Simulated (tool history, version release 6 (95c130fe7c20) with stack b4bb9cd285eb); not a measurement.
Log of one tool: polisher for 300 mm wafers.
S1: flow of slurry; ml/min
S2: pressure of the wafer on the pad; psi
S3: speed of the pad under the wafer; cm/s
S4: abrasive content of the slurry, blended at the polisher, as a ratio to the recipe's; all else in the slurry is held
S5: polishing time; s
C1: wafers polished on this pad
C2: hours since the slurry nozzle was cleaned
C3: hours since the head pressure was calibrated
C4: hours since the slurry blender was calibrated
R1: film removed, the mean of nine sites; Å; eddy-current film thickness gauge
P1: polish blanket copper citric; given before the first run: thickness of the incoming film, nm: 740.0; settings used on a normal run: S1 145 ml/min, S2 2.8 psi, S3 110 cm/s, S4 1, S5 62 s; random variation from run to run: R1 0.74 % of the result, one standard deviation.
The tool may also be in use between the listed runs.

| run | hour | S1 | S2 | S3 | S4 | S5 | C1 | C2 | C3 | C4 | R1 |
|---|---|---|---|---|---|---|---|---|---|---|---|
| 1 | 7.4 | 145 | 2.8 | 110 | 1 | 62 | 1066 | 109.7 | 514.6 | 71.9 | 1579.2 |
| 2 | 14.3 | 145 | 2.8 | 56 | 1 | 62 | 1135 | 116.6 | 521.5 | 78.8 | 810.05 |
| 3 | 19 | 145 | 1.9 | 110 | 1 | 62 | 1182 | 121.3 | 526.2 | 83.5 | 1087.4 |
| 4 | 23.3 | 145 | 2.8 | 110 | 1 | 62 | 1224 | 125.6 | 530.5 | 87.8 | 1565.4 |
| 5 | 32.9 | 145 | 3.9 | 110 | 1 | 62 | 1320 | 135.2 | 540.1 | 97.4 | 2173.6 |
| 6 | 38.5 | 145 | 2.8 | 110 | 1 | 62 | 1375 | 140.8 | 545.7 | 103 | 1597.2 |
| 7 | 46.5 | 145 | 2.8 | 110 | 1 | 94 | 1455 | 148.8 | 553.7 | 111 | 2409.3 |
| 8 | 53.2 | 145 | 2.8 | 110 | 0.6 | 62 | 1521 | 155.5 | 560.4 | 117.7 | 1425.6 |
| 9 | 61.2 | 145 | 2.8 | 110 | 1 | 62 | 1600 | 163.5 | 568.4 | 125.7 | 1558.1 |
| 10 | 67.6 | 145 | 2.8 | 168 | 1 | 62 | 1664 | 169.9 | 574.8 | 132.1 | 2387.9 |
| 11 | 77.5 | 145 | 2.8 | 110 | 1 | 30 | 1762 | 179.8 | 584.7 | 142 | 767.04 |
| 12 | 84 | 145 | 2.8 | 110 | 1 | 62 | 1827 | 186.3 | 591.2 | 148.5 | 1571.3 |
| 13 | 90.1 | 145 | 2.8 | 110 | 1 | 62 | 1887 | 192.4 | 597.3 | 154.6 | 1595.2 |
| 14 | 98.1 | 200 | 2.8 | 110 | 1.4 | 62 | 1967 | 200.4 | 605.3 | 162.6 | 1788.7 |
|  | 100.2 | head pressure recalibrated |
| 15 | 104.8 | 225 | 2.8 | 110 | 1 | 62 | 2033 | 207.1 | 4.6 | 169.3 | 1666.6 |

Expected results for the next run?
| 16 | 111.6 | 85 | 2.8 | 110 | 1 | 62 | 2101 | 213.9 | 11.4 | 176.1 | ? |

{"run 16": {"R1": 1417}}

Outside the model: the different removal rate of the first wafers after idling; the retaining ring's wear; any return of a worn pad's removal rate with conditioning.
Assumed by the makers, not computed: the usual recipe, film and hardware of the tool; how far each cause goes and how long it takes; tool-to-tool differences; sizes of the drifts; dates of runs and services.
